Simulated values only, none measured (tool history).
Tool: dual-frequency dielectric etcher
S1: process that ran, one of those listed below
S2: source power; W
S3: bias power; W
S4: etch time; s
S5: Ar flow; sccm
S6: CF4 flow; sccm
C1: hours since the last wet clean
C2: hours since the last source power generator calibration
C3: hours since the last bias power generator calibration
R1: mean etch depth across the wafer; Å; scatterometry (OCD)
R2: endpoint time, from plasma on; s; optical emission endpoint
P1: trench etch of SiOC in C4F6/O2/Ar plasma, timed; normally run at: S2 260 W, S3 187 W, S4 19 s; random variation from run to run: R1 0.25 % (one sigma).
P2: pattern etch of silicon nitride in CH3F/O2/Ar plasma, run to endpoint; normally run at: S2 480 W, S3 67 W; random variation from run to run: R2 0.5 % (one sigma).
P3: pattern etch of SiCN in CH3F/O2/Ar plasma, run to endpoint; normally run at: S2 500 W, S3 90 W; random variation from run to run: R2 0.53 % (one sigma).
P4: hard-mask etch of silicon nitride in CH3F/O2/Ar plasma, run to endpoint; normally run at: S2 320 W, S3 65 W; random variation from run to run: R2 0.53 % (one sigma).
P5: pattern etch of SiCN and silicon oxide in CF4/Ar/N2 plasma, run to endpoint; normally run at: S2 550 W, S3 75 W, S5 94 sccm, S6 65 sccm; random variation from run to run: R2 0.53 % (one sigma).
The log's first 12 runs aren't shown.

| run | day | S1 | S2 | S3 | S4 | S5 | S6 | C1 | C2 | C3 | R1 | R2 |
|---|---|---|---|---|---|---|---|---|---|---|---|---|
| 13 | 7.429 | P2 | 300 | 67 |  |  |  | 325.2 | 2448.1 | 719.9 |  | 31.687 |
| 14 | 8.054 | P1 | 260 | 187 | 19 |  |  | 340.2 | 2463.1 | 734.9 | 336.67 |  |
|  | 8.125 | source power generator calibrated |
| 15 | 8.479 | P5 | 550 | 75 |  | 94 | 65 | 350.4 | 8.6 | 745.1 |  | 12.720 |
| 16 | 8.842 | P1 | 260 | 187 | 27 |  |  | 359.1 | 17.3 | 753.8 | 477.52 |  |
| 17 | 9.250 | P1 | 260 | 187 | 19 |  |  | 368.9 | 27.1 | 763.6 | 335.19 |  |
| 18 | 9.646 | P5 | 550 | 75 |  | 94 | 90 | 378.4 | 36.6 | 773.1 |  | 12.148 |
| 19 | 10.146 | P3 | 340 | 90 |  |  |  | 390.4 | 48.6 | 785.1 |  | 20.782 |
| 20 | 10.625 | P4 | 320 | 45 |  |  |  | 401.9 | 60.1 | 796.6 |  | 58.975 |
| 21 | 11.175 | P4 | 320 | 65 |  |  |  | 415.1 | 73.3 | 809.8 |  | 52.875 |
| 22 | 11.667 | P3 | 500 | 90 |  |  |  | 426.9 | 85.1 | 821.6 |  | 18.001 |
| 23 | 12.225 | P1 | 260 | 251 | 19 |  |  | 440.3 | 98.5 | 835.0 | 371.70 |  |
| 24 | 12.792 | P1 | 260 | 187 | 14 |  |  | 453.9 | 112.1 | 848.6 | 247.30 |  |

Forecast run 25:
| 25 | 13.267 | P4 | 190 | 65 |  |  |  | 465.3 | 123.5 | 860.0 |  | ? |

Run 25 gave R2 64.593 s.

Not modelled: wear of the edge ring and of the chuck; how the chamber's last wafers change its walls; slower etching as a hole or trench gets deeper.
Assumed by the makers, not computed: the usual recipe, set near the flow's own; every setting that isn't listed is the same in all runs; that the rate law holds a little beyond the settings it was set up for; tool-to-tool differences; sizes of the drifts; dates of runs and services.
